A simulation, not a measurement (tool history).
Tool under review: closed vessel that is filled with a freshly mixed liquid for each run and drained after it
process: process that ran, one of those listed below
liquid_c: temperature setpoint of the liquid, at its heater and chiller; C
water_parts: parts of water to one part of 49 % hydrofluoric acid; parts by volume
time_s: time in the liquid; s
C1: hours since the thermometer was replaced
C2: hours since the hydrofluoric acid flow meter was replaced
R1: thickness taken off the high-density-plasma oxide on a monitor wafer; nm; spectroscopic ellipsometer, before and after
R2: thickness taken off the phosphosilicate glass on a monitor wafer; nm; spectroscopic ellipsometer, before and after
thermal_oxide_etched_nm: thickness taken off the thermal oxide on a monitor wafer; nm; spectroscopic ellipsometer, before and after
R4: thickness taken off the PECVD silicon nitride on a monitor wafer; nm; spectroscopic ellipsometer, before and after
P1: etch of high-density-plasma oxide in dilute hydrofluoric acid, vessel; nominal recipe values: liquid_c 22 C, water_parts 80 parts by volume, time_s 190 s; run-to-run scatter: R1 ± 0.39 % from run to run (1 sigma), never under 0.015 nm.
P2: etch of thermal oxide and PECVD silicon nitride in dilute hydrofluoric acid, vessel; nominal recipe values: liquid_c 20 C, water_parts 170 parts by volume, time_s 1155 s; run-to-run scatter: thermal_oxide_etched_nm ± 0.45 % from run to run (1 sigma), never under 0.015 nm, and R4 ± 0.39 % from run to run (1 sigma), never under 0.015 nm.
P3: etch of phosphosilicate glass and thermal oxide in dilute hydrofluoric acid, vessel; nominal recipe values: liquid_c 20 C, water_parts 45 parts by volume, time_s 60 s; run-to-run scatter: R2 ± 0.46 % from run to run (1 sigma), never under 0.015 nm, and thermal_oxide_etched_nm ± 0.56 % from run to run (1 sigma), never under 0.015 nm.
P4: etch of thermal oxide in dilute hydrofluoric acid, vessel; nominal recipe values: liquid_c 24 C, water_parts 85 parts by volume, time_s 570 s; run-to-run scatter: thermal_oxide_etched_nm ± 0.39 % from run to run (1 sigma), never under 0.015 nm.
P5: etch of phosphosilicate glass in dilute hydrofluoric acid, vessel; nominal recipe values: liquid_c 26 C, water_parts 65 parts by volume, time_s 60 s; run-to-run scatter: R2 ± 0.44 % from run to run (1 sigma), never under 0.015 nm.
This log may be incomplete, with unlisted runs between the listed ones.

{"run": 1, "hour": 8.5, "process": "P1", "liquid_c": 22, "water_parts": 80, "time_s": 190, "C1": 1327.2, "C2": 208.1, "R1": 16.938}
{"run": 2, "hour": 20.0, "process": "P5", "liquid_c": 26, "water_parts": 65, "time_s": 60, "C1": 1338.7, "C2": 219.6, "R2": 73.037}
{"run": 3, "hour": 28.6, "process": "P1", "liquid_c": 22, "water_parts": 40, "time_s": 190, "C1": 1347.3, "C2": 228.2, "R1": 35.489}
{"run": 4, "hour": 39.9, "process": "P2", "liquid_c": 20, "water_parts": 170, "time_s": 255, "C1": 1358.6, "C2": 239.5, "thermal_oxide_etched_nm": 5.6776, "R4": 3.2342}
{"run": 5, "hour": 47.6, "process": "P1", "liquid_c": 22, "water_parts": 80, "time_s": 190, "C1": 1366.3, "C2": 247.2, "R1": 16.923}
{"run": 6, "hour": 62.7, "process": "P5", "liquid_c": 26, "water_parts": 65, "time_s": 60, "C1": 1381.4, "C2": 262.3, "R2": 72.45}
{"run": 7, "hour": 70.6, "process": "P1", "liquid_c": 18, "water_parts": 80, "time_s": 190, "C1": 1389.3, "C2": 270.2, "R1": 14.344}
{"run": 8, "hour": 85.7, "process": "P3", "liquid_c": 20, "water_parts": 45, "time_s": 60, "C1": 1404.4, "C2": 285.3, "R2": 148.93, "thermal_oxide_etched_nm": 5.5083}
{"run": 9, "hour": 98.6, "process": "P2", "liquid_c": 25, "water_parts": 170, "time_s": 1155, "C1": 1417.3, "C2": 298.2, "thermal_oxide_etched_nm": 31.334, "R4": 20.295}
{"run": 10, "hour": 107.7, "process": "P5", "liquid_c": 26, "water_parts": 115, "time_s": 60, "C1": 1426.4, "C2": 307.3, "R2": 38.369}
{"run": 11, "hour": 121.7, "process": "P4", "liquid_c": 24, "water_parts": 115, "time_s": 570, "C1": 1440.4, "C2": 321.3, "thermal_oxide_etched_nm": 22.963}
{"run": 12, "hour": 128.6, "process": "P1", "liquid_c": 22, "water_parts": 80, "time_s": 190, "C1": 1447.3, "C2": 328.2, "R1": 17.023}
{"run": 13, "hour": 142.6, "process": "P1", "liquid_c": 22, "water_parts": 80, "time_s": 385, "C1": 1461.3, "C2": 342.2, "R1": 34.486}
{"run": 14, "hour": 153.8, "process": "P1", "liquid_c": 22, "water_parts": 125, "time_s": 190, "C1": 1472.5, "C2": 353.4, "R1": 10.317}
{"run": 15, "hour": 167.6, "process": "P5", "liquid_c": 26, "water_parts": 65, "time_s": 90, "C1": 1486.3, "C2": 367.2, "R2": 108.65}
{"run": 16, "hour": 180.8, "process": "P4", "liquid_c": 24, "water_parts": 85, "time_s": 570, "C1": 1499.5, "C2": 380.4, "thermal_oxide_etched_nm": 31.937}
{"run": 17, "hour": 192.1, "process": "P3", "liquid_c": 20, "water_parts": 75, "time_s": 60, "C1": 1510.8, "C2": 391.7, "R2": 86.04, "thermal_oxide_etched_nm": 3.2067}
{"run": 18, "hour": 201.5, "process": "P1", "liquid_c": 27.5, "water_parts": 80, "time_s": 315, "C1": 1520.2, "C2": 401.1, "R1": 34.896}
{"run": 19, "hour": 217.0, "process": "P4", "liquid_c": 19, "water_parts": 85, "time_s": 570, "C1": 1535.7, "C2": 416.6, "thermal_oxide_etched_nm": 26.401}
{"run": 20, "hour": 230.0, "process": "P4", "liquid_c": 24, "water_parts": 85, "time_s": 570, "C1": 1548.7, "C2": 429.6, "thermal_oxide_etched_nm": 32.364}
{"run": 21, "hour": 245.9, "process": "P2", "liquid_c": 20, "water_parts": 95, "time_s": 1155, "C1": 1564.6, "C2": 445.5, "thermal_oxide_etched_nm": 50.502, "R4": 25.91}
{"run": 22, "hour": 253.7, "process": "P1", "liquid_c": 22, "water_parts": 80, "time_s": 30, "C1": 1572.4, "C2": 453.3, "R1": 2.7026}
{"run": 23, "hour": 261.1, "process": "P1", "liquid_c": 25, "water_parts": 80, "time_s": 360, "C1": 1579.8, "C2": 460.7, "R1": 36.258}
{"run": 24, "hour": 269.8, "process": "P2", "liquid_c": 20, "water_parts": 170, "time_s": 1155, "C1": 1588.5, "C2": 469.4, "thermal_oxide_etched_nm": 25.9, "R4": 14.755}
{"run": 25, "hour": 284.7, "process": "P1", "liquid_c": 29, "water_parts": 80, "time_s": 190, "C1": 1603.4, "C2": 484.3, "R1": 22.363}
{"run": 26, "hour": 296.6, "process": "P1", "liquid_c": 22, "water_parts": 80, "time_s": 190, "C1": 1615.3, "C2": 496.2, "R1": 16.935}
{"run": 27, "hour": 308.1, "process": "P5", "liquid_c": 21.5, "water_parts": 65, "time_s": 60, "C1": 1626.8, "C2": 507.7, "R2": 60.792}
{"run": 28, "hour": 320.9, "process": "P3", "liquid_c": 28.5, "water_parts": 45, "time_s": 60, "C1": 1639.6, "C2": 520.5, "R2": 209.54, "thermal_oxide_etched_nm": 7.8211}
{"run": 29, "hour": 333.2, "process": "P3", "liquid_c": 20, "water_parts": 45, "time_s": 110, "C1": 1651.9, "C2": 532.8, "R2": 271.48, "thermal_oxide_etched_nm": 10.069}
{"run": 30, "hour": 347.3, "process": "P4", "liquid_c": 24, "water_parts": 85, "time_s": 1035, "C1": 1666, "C2": 546.9, "thermal_oxide_etched_nm": 58.526}
{"run": 31, "hour": 360.1, "process": "P2", "liquid_c": 20, "water_parts": 170, "time_s": 1155, "C1": 1678.8, "C2": 559.7, "thermal_oxide_etched_nm": 26.108, "R4": 14.733}
{"run": 32, "hour": 368.0, "process": "P1", "liquid_c": 22, "water_parts": 80, "time_s": 190, "C1": 1686.7, "C2": 567.6, "R1": 17.053}
{"run": 33, "hour": 383.8, "process": "P1", "liquid_c": 22, "water_parts": 80, "time_s": 190, "C1": 1702.5, "C2": 583.4, "R1": 17.846}
{"run": 34, "hour": 399.2, "process": "P1", "liquid_c": 22, "water_parts": 80, "time_s": 190, "C1": 1717.9, "C2": 598.8, "R1": 18.221}
{"run": 35, "hour": 410.6, "process": "P1", "liquid_c": 22, "water_parts": 80, "time_s": 190, "C1": 1729.3, "C2": 610.2, "R1": 18.282}
{"run": 36, "hour": 425.1, "process": "P1", "liquid_c": 22, "water_parts": 80, "time_s": 190, "C1": 1743.8, "C2": 624.7, "R1": 18.511}
{"run": 37, "hour": 436.7, "process": "P1", "liquid_c": 22, "water_parts": 80, "time_s": 190, "C1": 1755.4, "C2": 636.3, "R1": 18.651}
{"run": 38, "hour": 443.6, "process": "P1", "liquid_c": 22, "water_parts": 80, "time_s": 190, "C1": 1762.3, "C2": 643.2, "R1": 18.752}
{"run": 39, "hour": 450.7, "process": "P1", "liquid_c": 22, "water_parts": 80, "time_s": 190, "C1": 1769.4, "C2": 650.3, "R1": 18.751}

P1 has crept away from where it was. The log is fitted equally well by each of these 2 causes, at the sizes shown:
A: hydrofluoric acid flow above the setpoint (%) = 9.43
B: liquid hotter than its thermometer reads (K) = 2.44
The creep began at about hour 368.

Each of the 4 check runs below uses one wafer; its results are left as question marks. Which run tells the causes apart?
{"run": "check 1", "hour": 457.8, "process": "P2", "liquid_c": 20, "water_parts": 170, "time_s": 1155, "thermal_oxide_etched_nm": "?", "R4": "?"}
{"run": "check 2", "hour": 457.8, "process": "P4", "liquid_c": 24, "water_parts": 85, "time_s": 570, "thermal_oxide_etched_nm": "?"}
{"run": "check 3", "hour": 457.8, "process": "P5", "liquid_c": 26, "water_parts": 65, "time_s": 60, "R2": "?"}
{"run": "check 4", "hour": 457.8, "process": "P3", "liquid_c": 20, "water_parts": 45, "time_s": 60, "R2": "?", "thermal_oxide_etched_nm": "?"}

What each check would give under each cause:
check=check_1 result=thermal_oxide_etched_nm if_A=28.759 if_B=28.462
check=check_1 result=R4 if_A=16.029 if_B=17.231
check=check_2 result=thermal_oxide_etched_nm if_A=35.682 if_B=35.589
check=check_3 result=R2 if_A=80.18 if_B=80.089
check=check_4 result=R2 if_A=162.58 if_B=163.92
check=check_4 result=thermal_oxide_etched_nm if_A=6.0584 if_B=6.1081
Minimum pairwise separation of causes per check, each pair taken at its best-separating result: check 1 7.24 %; check 2 0.26 %; check 3 0.11 %; check 4 0.82 %
The other checks would show nearly matching results whichever cause is true, so check 1 is the only one that separates the causes.

Check 1 has now been run. It gave: thermal_oxide_etched_nm 28.817 nm; R4 16.061 nm. Which of the candidate causes is it?

It is A: hydrofluoric acid flow above the setpoint (%).
